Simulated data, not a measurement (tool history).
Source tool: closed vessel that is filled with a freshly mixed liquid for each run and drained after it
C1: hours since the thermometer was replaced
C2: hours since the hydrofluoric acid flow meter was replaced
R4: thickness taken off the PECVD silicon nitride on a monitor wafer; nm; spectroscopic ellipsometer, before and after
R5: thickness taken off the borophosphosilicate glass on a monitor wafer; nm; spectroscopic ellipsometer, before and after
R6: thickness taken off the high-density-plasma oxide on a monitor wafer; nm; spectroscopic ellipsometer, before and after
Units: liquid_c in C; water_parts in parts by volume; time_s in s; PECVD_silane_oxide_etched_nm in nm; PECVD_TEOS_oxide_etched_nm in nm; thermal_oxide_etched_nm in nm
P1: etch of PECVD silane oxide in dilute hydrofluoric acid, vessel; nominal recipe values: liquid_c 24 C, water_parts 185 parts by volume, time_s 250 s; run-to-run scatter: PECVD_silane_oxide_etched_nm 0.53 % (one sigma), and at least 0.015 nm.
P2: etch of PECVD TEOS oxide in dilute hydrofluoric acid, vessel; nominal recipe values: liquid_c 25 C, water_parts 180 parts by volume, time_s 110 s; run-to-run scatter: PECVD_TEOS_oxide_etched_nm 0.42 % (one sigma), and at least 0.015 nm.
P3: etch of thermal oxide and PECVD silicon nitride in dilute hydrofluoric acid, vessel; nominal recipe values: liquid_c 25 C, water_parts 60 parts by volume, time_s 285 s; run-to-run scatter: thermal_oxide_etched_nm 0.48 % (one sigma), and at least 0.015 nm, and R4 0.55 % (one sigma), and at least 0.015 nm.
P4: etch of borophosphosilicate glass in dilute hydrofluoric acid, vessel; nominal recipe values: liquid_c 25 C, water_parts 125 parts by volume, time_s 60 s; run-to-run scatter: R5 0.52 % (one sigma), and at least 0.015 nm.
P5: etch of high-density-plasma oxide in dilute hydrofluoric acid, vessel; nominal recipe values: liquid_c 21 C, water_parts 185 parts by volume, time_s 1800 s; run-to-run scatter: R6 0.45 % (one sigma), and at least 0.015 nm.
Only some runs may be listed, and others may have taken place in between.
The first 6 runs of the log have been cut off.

run 7 day=2.283 | process=P2 liquid_c=25 water_parts=180 time_s=30 | C1=1195.6 C2=556.6 | PECVD_TEOS_oxide_etched_nm=2.6487
run 8 day=2.621 | process=P1 liquid_c=24 water_parts=265 time_s=250 | C1=1203.7 C2=564.7 | PECVD_silane_oxide_etched_nm=13.976
run 9 day=3.008 | process=P1 liquid_c=24 water_parts=185 time_s=250 | C1=1213 C2=574 | PECVD_silane_oxide_etched_nm=21.818
run 10 day=3.362 | process=P5 liquid_c=21 water_parts=185 time_s=2825 | C1=1221.5 C2=582.5 | R6=68.389
run 11 day=3.733 | process=P1 liquid_c=24 water_parts=115 time_s=250 | C1=1230.4 C2=591.4 | PECVD_silane_oxide_etched_nm=38.071
run 12 day=4.142 | process=P1 liquid_c=24 water_parts=185 time_s=60 | C1=1240.2 C2=601.2 | PECVD_silane_oxide_etched_nm=5.204
run 13 day=4.371 | process=P1 liquid_c=24 water_parts=250 time_s=370 | C1=1245.7 C2=606.7 | PECVD_silane_oxide_etched_nm=22.34
run 14 day=4.775 | process=P4 liquid_c=25 water_parts=125 time_s=30 | C1=1255.4 C2=616.4 | R5=20.858
run 15 day=5.008 | process=P5 liquid_c=21 water_parts=185 time_s=1800 | C1=1261 C2=622 | R6=43.66
run 16 day=5.196 | process=P4 liquid_c=25 water_parts=125 time_s=60 | C1=1265.5 C2=626.5 | R5=41.752
run 17 day=5.617 | process=P1 liquid_c=24 water_parts=185 time_s=250 | C1=1275.6 C2=636.6 | PECVD_silane_oxide_etched_nm=21.587
run 18 day=6.029 | process=P5 liquid_c=27 water_parts=185 time_s=1800 | C1=1285.5 C2=646.5 | R6=54.812
run 19 day=6.408 | process=P3 liquid_c=25 water_parts=30 time_s=285 | C1=1294.6 C2=655.6 | thermal_oxide_etched_nm=52.703 R4=37.035
run 20 day=6.796 | process=P4 liquid_c=25 water_parts=125 time_s=60 | C1=1303.9 C2=664.9 | R5=41.682
run 21 day=7.183 | process=P1 liquid_c=31 water_parts=185 time_s=250 | C1=1313.2 C2=674.2 | PECVD_silane_oxide_etched_nm=28.058
run 22 day=7.408 | process=P5 liquid_c=21 water_parts=265 time_s=1800 | C1=1318.6 C2=679.6 | R6=28.017

Predict the results of run 23:
run 23 day=7.654 | process=P3 liquid_c=25 water_parts=60 time_s=285 | C1=1324.5 C2=685.5 | thermal_oxide_etched_nm=? R4=?

{"run 23": {"thermal_oxide_etched_nm": 25.33, "R4": 18.689}}
